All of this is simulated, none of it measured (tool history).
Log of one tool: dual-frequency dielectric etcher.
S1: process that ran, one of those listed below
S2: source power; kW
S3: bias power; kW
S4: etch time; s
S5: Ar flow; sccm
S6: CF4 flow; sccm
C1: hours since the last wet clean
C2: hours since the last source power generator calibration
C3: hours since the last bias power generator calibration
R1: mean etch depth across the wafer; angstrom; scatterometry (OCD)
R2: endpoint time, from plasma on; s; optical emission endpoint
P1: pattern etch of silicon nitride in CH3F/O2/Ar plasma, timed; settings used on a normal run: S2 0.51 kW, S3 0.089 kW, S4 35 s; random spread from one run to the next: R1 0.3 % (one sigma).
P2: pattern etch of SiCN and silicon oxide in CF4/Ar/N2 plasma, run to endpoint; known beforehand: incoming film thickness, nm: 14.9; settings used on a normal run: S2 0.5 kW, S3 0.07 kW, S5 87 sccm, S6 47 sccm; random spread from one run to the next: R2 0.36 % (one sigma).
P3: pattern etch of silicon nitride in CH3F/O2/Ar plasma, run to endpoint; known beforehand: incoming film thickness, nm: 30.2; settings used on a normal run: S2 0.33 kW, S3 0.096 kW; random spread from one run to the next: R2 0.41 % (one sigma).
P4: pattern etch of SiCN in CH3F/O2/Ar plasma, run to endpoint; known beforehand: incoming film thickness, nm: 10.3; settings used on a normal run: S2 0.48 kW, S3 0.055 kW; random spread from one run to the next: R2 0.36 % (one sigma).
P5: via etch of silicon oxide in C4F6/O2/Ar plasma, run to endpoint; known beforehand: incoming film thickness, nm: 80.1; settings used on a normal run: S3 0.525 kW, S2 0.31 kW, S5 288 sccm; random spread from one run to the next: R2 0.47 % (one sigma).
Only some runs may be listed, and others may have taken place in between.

run	hour	S1	S2	S3	S4	S5	S6	C1	C2	C3	R1	R2
1	14	P1	0.51	0.089	35			101.2	1937.4	2275.6	287.93	
2	21.3	P2	0.4	0.07		87	47	108.5	1944.7	2282.9		19.921
3	30.6	P1	0.4	0.089	20.5			117.8	1954	2292.2	154.51	
4	42.2	P5	0.31	0.525		288		129.4	1965.6	2303.8		18.311
5	50.9	P1	0.51	0.114	35			138.1	1974.3	2312.5	315.62	
6	60.4	P1	0.51	0.089	35			147.6	1983.8	2322	289.29	
7	68.8	P1	0.51	0.089	45			156	1992.2	2330.4	372.18	
8	76.5	P3	0.33	0.096				163.7	1999.9	2338.1		43.51
9	86.2	P1	0.66	0.089	35			173.4	2009.6	2347.8	316.88	
10	97.6	P5	0.31	0.323		288		184.8	2021	2359.2		21.87
11	108.8	P3	0.33	0.136				196	2032.2	2370.4		38.143
12	121.8	P5	0.31	0.525		207		209	2045.2	2383.4		17.754
13	128.6	P2	0.5	0.07		66	47	215.8	2052	2390.2		15.538
14	141.4	P1	0.51	0.089	35			228.6	2064.8	2403	288.94	
15	148.1	P2	0.5	0.093		87	47	235.3	2071.5	2409.7		14.836
16	156.8	P1	0.51	0.062	42			244	2080.2	2418.4	306.38	
17	165.1	P1	0.51	0.089	27			252.3	2088.5	2426.7	223.83	
18	178.9	P1	0.51	0.089	35			266.1	2102.3	2440.5	288.15	
19	191.4	P4	0.48	0.055				278.6	2114.8	2453		27.95
20	200.3	P3	0.33	0.096				287.5	2123.7	2461.9		43.385
21	213.8	P4	0.48	0.039				301	2137.2	2475.4		31.155
22	222.7	P1	0.39	0.089	35			309.9	2146.1	2484.3	263.22	
23	229.7	P1	0.51	0.089	35			316.9	2153.1	2491.3	290.37	
24	242.7	P5	0.18	0.525		288		329.9	2166.1	2504.3		22.371
25	254.1	P3	0.43	0.096				341.3	2177.5	2515.7		39.209
26	268	P2	0.5	0.07		87	47	355.2	2191.4	2529.6		16.273
27	279	P4	0.48	0.055				366.2	2202.4	2540.6		27.913
28	291.6	P1	0.4	0.111	35			378.8	2215	2553.2	285.32	
# hour 293.1: source power generator calibrated
29	303.6	P1	0.51	0.058	35			390.8	10.5	2565.2	250.48	
30	313.4	P2	0.5	0.07		87	63	400.6	20.3	2575		15.511
31	322.6	P4	0.33	0.055				409.8	29.5	2584.2		32.209
32	331.1	P1	0.51	0.089	35			418.3	38	2592.7	289.63	
33	338.7	P1	0.51	0.089	35			425.9	45.6	2600.3	288.76	
34	349	P1	0.51	0.089	35			436.2	55.9	2610.6	289.2	
35	363	P1	0.51	0.089	35			450.2	69.9	2624.6	285.59	
36	377	P1	0.51	0.089	35			464.2	83.9	2638.6	286.43	
# hour 387.2: wet clean of the chamber
37	390.2	P1	0.51	0.089	35			3	97.1	2651.8	285.47	
38	400.1	P1	0.51	0.089	35			12.9	107	2661.7	287.07	
39	410.9	P1	0.51	0.089	35			23.7	117.8	2672.5	285.73	
40	422.5	P1	0.51	0.089	35			35.3	129.4	2684.1	284.99	
41	429.9	P1	0.51	0.089	35			42.7	136.8	2691.5	284.97	
42	439.8	P1	0.51	0.089	35			52.6	146.7	2701.4	284.97	
43	451.8	P1	0.51	0.089	35			64.6	158.7	2713.4	284.39	
44	459.4	P1	0.51	0.089	35			72.2	166.3	2721	285.49	

The log shows P1 creeping away from where it was. Any of the 2 causes listed here, at the size stated for it, fits the log just as well as the others:
A: bias power that arrives under what is set, % = 4.16
B: source power that arrives under what is set, % = 3.88
The creep began at about hour 338.7.
All other causes, with the reason each is excluded:
chamber walls in a state that lowers the etch rate, %: maintenance at hour 387.2, after the shift began, did not return the process to its former output

Which of the 4 check runs listed below, each an average over 2 wafers with its results shown as question marks, gives clearly different results under the different listed causes?
check 1	467	P3	0.39	0.134								?
check 2	467	P4	0.35	0.055								?
check 3	467	P5	0.31	0.347		288						?
check 4	467	P2	0.5	0.082		87	63					?

Outcome of each check run for each possible cause:
check	result	if A	if B
check 1	R2	36.444	36.375
check 2	R2	32.089	32.118
check 3	R2	21.639	21.631
check 4	R2	14.984	15.292
Per-check spread between the two closest causes, in the result where they differ most: check 1 0.19 %; check 2 0.09 %; check 3 0.04 %; check 4 2.04 %
Only in check 4 would the causes give clearly different results; in the remaining checks their results would be nearly the same.

After running check 4, the following was obtained: R2 15.021 s. Which cause does this point to?

It was cause A: bias power that arrives under what is set, %.
